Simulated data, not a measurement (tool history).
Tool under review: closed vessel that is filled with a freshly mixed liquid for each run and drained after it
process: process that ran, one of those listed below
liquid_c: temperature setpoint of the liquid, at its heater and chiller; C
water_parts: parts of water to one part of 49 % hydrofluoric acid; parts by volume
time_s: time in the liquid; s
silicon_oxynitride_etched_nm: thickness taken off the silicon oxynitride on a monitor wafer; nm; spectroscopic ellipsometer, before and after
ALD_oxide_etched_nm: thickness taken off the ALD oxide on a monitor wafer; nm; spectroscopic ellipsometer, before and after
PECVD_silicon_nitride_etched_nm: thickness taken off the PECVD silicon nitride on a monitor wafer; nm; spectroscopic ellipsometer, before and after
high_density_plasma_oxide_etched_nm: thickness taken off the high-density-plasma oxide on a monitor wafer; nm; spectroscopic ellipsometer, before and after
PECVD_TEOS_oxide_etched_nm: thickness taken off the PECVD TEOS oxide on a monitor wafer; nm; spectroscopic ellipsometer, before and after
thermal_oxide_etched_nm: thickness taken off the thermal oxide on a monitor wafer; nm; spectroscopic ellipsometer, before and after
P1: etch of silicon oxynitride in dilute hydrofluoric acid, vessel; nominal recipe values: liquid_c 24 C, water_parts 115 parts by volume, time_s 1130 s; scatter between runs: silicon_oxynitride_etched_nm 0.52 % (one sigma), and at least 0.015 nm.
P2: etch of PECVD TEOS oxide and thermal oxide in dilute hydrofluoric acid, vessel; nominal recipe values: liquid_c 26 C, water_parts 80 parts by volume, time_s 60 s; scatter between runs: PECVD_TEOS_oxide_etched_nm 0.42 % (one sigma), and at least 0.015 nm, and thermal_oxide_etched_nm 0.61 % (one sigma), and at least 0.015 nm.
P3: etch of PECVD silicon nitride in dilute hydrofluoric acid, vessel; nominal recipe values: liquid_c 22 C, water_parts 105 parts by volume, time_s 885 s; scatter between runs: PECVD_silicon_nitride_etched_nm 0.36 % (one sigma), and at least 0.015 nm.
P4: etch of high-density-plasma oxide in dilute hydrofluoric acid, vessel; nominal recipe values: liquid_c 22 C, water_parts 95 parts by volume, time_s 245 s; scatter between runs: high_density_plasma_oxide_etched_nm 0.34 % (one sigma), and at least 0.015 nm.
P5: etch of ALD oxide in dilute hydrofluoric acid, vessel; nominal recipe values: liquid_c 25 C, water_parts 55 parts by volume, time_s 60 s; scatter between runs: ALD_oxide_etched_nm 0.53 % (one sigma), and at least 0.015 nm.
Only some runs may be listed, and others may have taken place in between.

| run | hour | process | liquid_c | water_parts | time_s | silicon_oxynitride_etched_nm | ALD_oxide_etched_nm | PECVD_silicon_nitride_etched_nm | high_density_plasma_oxide_etched_nm | PECVD_TEOS_oxide_etched_nm | thermal_oxide_etched_nm |
|---|---|---|---|---|---|---|---|---|---|---|---|
| 1 | 6.7 | P1 | 24 | 115 | 1130 | 45.846 |  |  |  |  |  |
| 2 | 12.2 | P5 | 25 | 55 | 100 |  | 43.449 |  |  |  |  |
| 3 | 19.5 | P1 | 24 | 115 | 1130 | 45.87 |  |  |  |  |  |
| 4 | 24.2 | P1 | 18 | 165 | 1130 | 23.226 |  |  |  |  |  |
| 5 | 29.7 | P1 | 24 | 30 | 1130 | 188.19 |  |  |  |  |  |
| 6 | 34.1 | P3 | 22 | 105 | 1565 |  |  | 66.929 |  |  |  |
| 7 | 39.6 | P4 | 22 | 55 | 245 |  |  |  | 22.604 |  |  |
|  | 41.8 | thermometer replaced |
| 8 | 48.1 | P1 | 24 | 115 | 170 | 6.8262 |  |  |  |  |  |
| 9 | 55.6 | P4 | 22 | 95 | 245 |  |  |  | 12.378 |  |  |
| 10 | 64.2 | P1 | 24 | 115 | 1130 | 45.766 |  |  |  |  |  |
| 11 | 69.5 | P2 | 26 | 110 | 60 |  |  |  |  | 4.9803 | 2.7825 |
| 12 | 77.4 | P5 | 25 | 55 | 60 |  | 25.982 |  |  |  |  |
| 13 | 82.1 | P1 | 24 | 115 | 1130 | 45.683 |  |  |  |  |  |
| 14 | 90.5 | P5 | 18.5 | 55 | 60 |  | 19.721 |  |  |  |  |
| 15 | 95.4 | P1 | 28.5 | 115 | 1130 | 56.326 |  |  |  |  |  |
| 16 | 99.5 | P4 | 22 | 95 | 245 |  |  |  | 12.37 |  |  |
| 17 | 105.9 | P3 | 17 | 105 | 885 |  |  | 26.94 |  |  |  |
| 18 | 112.6 | P5 | 25 | 55 | 60 |  | 26.014 |  |  |  |  |
| 19 | 118.2 | P1 | 24 | 60 | 1790 | 145.54 |  |  |  |  |  |
|  | 121.3 | hydrofluoric acid flow meter replaced |
| 20 | 122.6 | P4 | 27.5 | 95 | 245 |  |  |  | 15.417 |  |  |
| 21 | 127.1 | P1 | 19 | 115 | 1130 | 36.091 |  |  |  |  |  |
| 22 | 132.6 | P3 | 22 | 105 | 885 |  |  | 37.722 |  |  |  |
| 23 | 141.1 | P1 | 24 | 115 | 2145 | 86.54 |  |  |  |  |  |
| 24 | 147.8 | P1 | 24 | 170 | 1130 | 29.786 |  |  |  |  |  |
| 25 | 153.6 | P4 | 22 | 95 | 30 |  |  |  | 1.536 |  |  |
| 26 | 158.3 | P5 | 25 | 90 | 60 |  | 15.088 |  |  |  |  |
| 27 | 165.4 | P2 | 26 | 80 | 60 |  |  |  |  | 7.1723 | 3.9624 |
| 28 | 171.5 | P1 | 20 | 60 | 1130 | 75.387 |  |  |  |  |  |
| 29 | 179.1 | P2 | 18.5 | 80 | 60 |  |  |  |  | 5.2066 | 2.9787 |
| 30 | 187.9 | P3 | 22 | 150 | 885 |  |  | 26.635 |  |  |  |
| 31 | 192.1 | P1 | 24 | 115 | 1130 | 45.802 |  |  |  |  |  |
| 32 | 200.9 | P2 | 26 | 80 | 115 |  |  |  |  | 13.608 | 7.5805 |
| 33 | 207.5 | P1 | 24 | 115 | 1130 | 45.328 |  |  |  |  |  |
| 34 | 214.5 | P1 | 24 | 115 | 1130 | 45.444 |  |  |  |  |  |
| 35 | 220.2 | P1 | 24 | 115 | 1130 | 43.923 |  |  |  |  |  |
| 36 | 226.6 | P1 | 24 | 115 | 1130 | 43.529 |  |  |  |  |  |
| 37 | 231 | P1 | 24 | 115 | 1130 | 42.614 |  |  |  |  |  |
| 38 | 238.2 | P1 | 24 | 115 | 1130 | 42.542 |  |  |  |  |  |
| 39 | 246 | P1 | 24 | 115 | 1130 | 42.516 |  |  |  |  |  |
| 40 | 253.6 | P1 | 24 | 115 | 1130 | 41.782 |  |  |  |  |  |
| 41 | 258.3 | P1 | 24 | 115 | 1130 | 41.915 |  |  |  |  |  |

P1 no longer gives what it gave before; its output has crept away from where it was. The following 2 causes, each at its listed size, fit the log equally well:
A: liquid colder than its thermometer reads (K) = 1.81
B: hydrofluoric acid flow below the setpoint (%) = 7.47
Creep in the process output first set in at about hour 214.5.

Question marks stand in for the results of the 4 check runs listed below, each run on one wafer. Under which run would the listed causes show clearly different results?
| check 1 | 263 | P5 | 21 | 85 | 60 |  | ? |  |  |  |  |
| check 2 | 263 | P3 | 22 | 105 | 1460 |  |  | ? |  |  |  |
| check 3 | 263 | P2 | 18.5 | 80 | 95 |  |  |  |  | ? | ? |
| check 4 | 263 | P4 | 22 | 95 | 30 |  |  |  | ? |  |  |

What each check would give under each cause:
| check | result | if A | if B |
|---|---|---|---|
| check 1 | ALD_oxide_etched_nm | 12.755 | 12.62 |
| check 2 | PECVD_silicon_nitride_etched_nm | 55.133 | 57.708 |
| check 3 | PECVD_TEOS_oxide_etched_nm | 7.6718 | 7.6114 |
| check 3 | thermal_oxide_etched_nm | 4.3017 | 4.2678 |
| check 4 | high_density_plasma_oxide_etched_nm | 1.4119 | 1.394 |
Smallest distance between any two causes, each pair judged by its most separating result, in per cent: check 1 1.06 %; check 2 4.56 %; check 3 0.79 %; check 4 1.28 %
Only check 2 tells the causes apart: in the others they would give nearly the same result.

Check 2 was carried out, with these results: PECVD_silicon_nitride_etched_nm 55.082 nm. Which of the listed causes is responsible?

It was cause A: liquid colder than its thermometer reads (K).

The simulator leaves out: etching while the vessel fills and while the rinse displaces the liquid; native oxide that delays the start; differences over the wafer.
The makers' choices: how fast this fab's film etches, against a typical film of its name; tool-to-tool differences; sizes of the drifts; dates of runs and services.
